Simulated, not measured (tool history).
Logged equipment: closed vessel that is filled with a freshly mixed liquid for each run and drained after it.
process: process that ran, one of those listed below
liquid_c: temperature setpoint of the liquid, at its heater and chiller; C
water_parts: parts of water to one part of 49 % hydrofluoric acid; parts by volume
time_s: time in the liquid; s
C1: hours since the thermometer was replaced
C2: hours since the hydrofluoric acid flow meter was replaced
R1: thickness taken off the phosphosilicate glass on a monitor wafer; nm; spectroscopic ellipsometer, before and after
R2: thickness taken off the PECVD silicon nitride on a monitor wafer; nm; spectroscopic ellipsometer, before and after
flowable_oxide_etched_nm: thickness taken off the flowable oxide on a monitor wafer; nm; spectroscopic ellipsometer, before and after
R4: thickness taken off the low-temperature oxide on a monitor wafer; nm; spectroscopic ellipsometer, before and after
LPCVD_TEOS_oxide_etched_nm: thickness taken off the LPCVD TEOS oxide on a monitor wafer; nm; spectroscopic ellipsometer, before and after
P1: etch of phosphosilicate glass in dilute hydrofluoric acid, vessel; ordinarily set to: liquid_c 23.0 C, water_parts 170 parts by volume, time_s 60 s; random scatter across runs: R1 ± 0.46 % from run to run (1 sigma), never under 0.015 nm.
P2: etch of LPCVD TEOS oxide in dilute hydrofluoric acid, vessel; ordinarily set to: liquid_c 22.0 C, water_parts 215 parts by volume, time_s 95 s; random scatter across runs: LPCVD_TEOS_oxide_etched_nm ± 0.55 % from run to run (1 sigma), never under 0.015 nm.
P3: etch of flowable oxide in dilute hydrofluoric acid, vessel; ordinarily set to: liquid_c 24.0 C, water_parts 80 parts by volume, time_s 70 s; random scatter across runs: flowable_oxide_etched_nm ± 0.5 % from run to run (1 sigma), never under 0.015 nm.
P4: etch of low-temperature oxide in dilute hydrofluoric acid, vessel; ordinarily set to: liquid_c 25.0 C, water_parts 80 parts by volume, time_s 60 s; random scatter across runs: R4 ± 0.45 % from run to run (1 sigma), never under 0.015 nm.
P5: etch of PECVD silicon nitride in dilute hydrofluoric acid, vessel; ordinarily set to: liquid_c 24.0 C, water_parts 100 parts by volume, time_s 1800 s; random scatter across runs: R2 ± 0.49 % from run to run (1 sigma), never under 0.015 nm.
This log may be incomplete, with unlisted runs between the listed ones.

Run 1, hour 4.4: process P1, liquid_c 23.0 C, water_parts 170 parts by volume, time_s 60 s; C1 217.1; C2 1241.4. Result: R1 18.6280 nm.
Run 2, hour 11.1: process P1, liquid_c 29.0 C, water_parts 170 parts by volume, time_s 60 s; C1 223.8; C2 1248.1. Result: R1 23.4200 nm.
Run 3, hour 18.1: process P5, liquid_c 30.0 C, water_parts 100 parts by volume, time_s 1800 s; C1 230.8; C2 1255.1. Result: R2 45.7680 nm.
Run 4, hour 25.1: process P1, liquid_c 23.0 C, water_parts 170 parts by volume, time_s 60 s; C1 237.8; C2 1262.1. Result: R1 18.6170 nm.
Run 5, hour 30.2: process P1, liquid_c 23.0 C, water_parts 170 parts by volume, time_s 60 s; C1 242.9; C2 1267.2. Result: R1 18.7720 nm.
Run 6, hour 35.1: process P5, liquid_c 24.0 C, water_parts 100 parts by volume, time_s 1800 s; C1 247.8; C2 1272.1. Result: R2 31.3590 nm.
Run 7, hour 41.7: process P5, liquid_c 24.0 C, water_parts 40 parts by volume, time_s 1800 s; C1 254.4; C2 1278.7. Result: R2 77.4360 nm.
Run 8, hour 45.0: process P3, liquid_c 24.0 C, water_parts 80 parts by volume, time_s 70 s; C1 257.7; C2 1282.0. Result: flowable_oxide_etched_nm 28.591 nm.
Run 9, hour 51.3: process P1, liquid_c 23.0 C, water_parts 170 parts by volume, time_s 115 s; C1 264.0; C2 1288.3. Result: R1 35.9010 nm.
Run 10, hour 55.4: process P3, liquid_c 24.0 C, water_parts 80 parts by volume, time_s 130 s; C1 268.1; C2 1292.4. Result: flowable_oxide_etched_nm 53.103 nm.
Run 11, hour 62.4: process P3, liquid_c 24.0 C, water_parts 125 parts by volume, time_s 70 s; C1 275.1; C2 1299.4. Result: flowable_oxide_etched_nm 17.404 nm.
Run 12, hour 68.8: process P1, liquid_c 17.0 C, water_parts 305 parts by volume, time_s 60 s; C1 281.5; C2 1305.8. Result: R1 7.3770 nm.
Run 13, hour 73.3: process P4, liquid_c 18.5 C, water_parts 80 parts by volume, time_s 60 s; C1 286.0; C2 1310.3. Result: R4 16.341 nm.
Run 14, hour 77.3: process P1, liquid_c 23.0 C, water_parts 170 parts by volume, time_s 60 s; C1 290.0; C2 1314.3. Result: R1 18.7760 nm.
Run 15, hour 82.8: process P3, liquid_c 24.0 C, water_parts 80 parts by volume, time_s 70 s; C1 295.5; C2 1319.8. Result: flowable_oxide_etched_nm 28.770 nm.
Run 16, hour 86.8: process P2, liquid_c 22.0 C, water_parts 60 parts by volume, time_s 95 s; C1 299.5; C2 1323.8. Result: LPCVD_TEOS_oxide_etched_nm 83.480 nm.
Run 17, hour 92.7: process P2, liquid_c 22.0 C, water_parts 215 parts by volume, time_s 95 s; C1 305.4; C2 1329.7. Result: LPCVD_TEOS_oxide_etched_nm 19.533 nm.
Run 18, hour 98.3: process P5, liquid_c 24.0 C, water_parts 100 parts by volume, time_s 1800 s; C1 311.0; C2 1335.3. Result: R2 30.9890 nm.
Run 19, hour 103.4: process P1, liquid_c 23.0 C, water_parts 280 parts by volume, time_s 60 s; C1 316.1; C2 1340.4. Result: R1 10.1250 nm.
Run 20, hour 110.5: process P2, liquid_c 22.0 C, water_parts 215 parts by volume, time_s 95 s; C1 323.2; C2 1347.5. Result: LPCVD_TEOS_oxide_etched_nm 19.518 nm.
Run 21, hour 116.0: process P1, liquid_c 23.0 C, water_parts 170 parts by volume, time_s 30 s; C1 328.7; C2 1353.0. Result: R1 9.2856 nm.
Run 22, hour 121.1: process P5, liquid_c 24.0 C, water_parts 100 parts by volume, time_s 250 s; C1 333.8; C2 1358.1. Result: R2 4.3189 nm.
Run 23, hour 124.3: process P1, liquid_c 23.0 C, water_parts 170 parts by volume, time_s 60 s; C1 337.0; C2 1361.3. Result: R1 18.6720 nm.
Run 24, hour 130.6: process P4, liquid_c 25.0 C, water_parts 80 parts by volume, time_s 60 s; C1 343.3; C2 1367.6. Result: R4 21.131 nm.
Run 25, hour 136.5: process P2, liquid_c 22.0 C, water_parts 215 parts by volume, time_s 180 s; C1 349.2; C2 1373.5. Result: LPCVD_TEOS_oxide_etched_nm 37.025 nm.
Run 26, hour 141.4: process P4, liquid_c 25.0 C, water_parts 25 parts by volume, time_s 60 s; C1 354.1; C2 1378.4. Result: R4 72.925 nm.
Run 27, hour 146.2: process P3, liquid_c 31.5 C, water_parts 80 parts by volume, time_s 70 s; C1 358.9; C2 1383.2. Result: flowable_oxide_etched_nm 38.200 nm.
Run 28, hour 149.6: process P1, liquid_c 23.0 C, water_parts 75 parts by volume, time_s 60 s; C1 362.3; C2 1386.6. Result: R1 47.6270 nm.
Run 29, hour 152.9: process P1, liquid_c 17.0 C, water_parts 170 parts by volume, time_s 60 s; C1 365.6; C2 1389.9. Result: R1 14.8710 nm.
Run 30, hour 159.9: process P1, liquid_c 23.0 C, water_parts 280 parts by volume, time_s 100 s; C1 372.6; C2 1396.9. Result: R1 17.0550 nm.
Run 31, hour 164.7: process P4, liquid_c 25.0 C, water_parts 80 parts by volume, time_s 30 s; C1 377.4; C2 1401.7. Result: R4 10.562 nm.
Run 32, hour 168.2: process P2, liquid_c 17.0 C, water_parts 215 parts by volume, time_s 95 s; C1 380.9; C2 1405.2. Result: LPCVD_TEOS_oxide_etched_nm 16.131 nm.

Run 33 is up next; what results do you expect?
Run 33, hour 174.8: process P1, liquid_c 23.0 C, water_parts 170 parts by volume, time_s 60 s; C1 387.5; C2 1411.8. Result: R1 ?.

{"run 33": {"R1": 18.796}}

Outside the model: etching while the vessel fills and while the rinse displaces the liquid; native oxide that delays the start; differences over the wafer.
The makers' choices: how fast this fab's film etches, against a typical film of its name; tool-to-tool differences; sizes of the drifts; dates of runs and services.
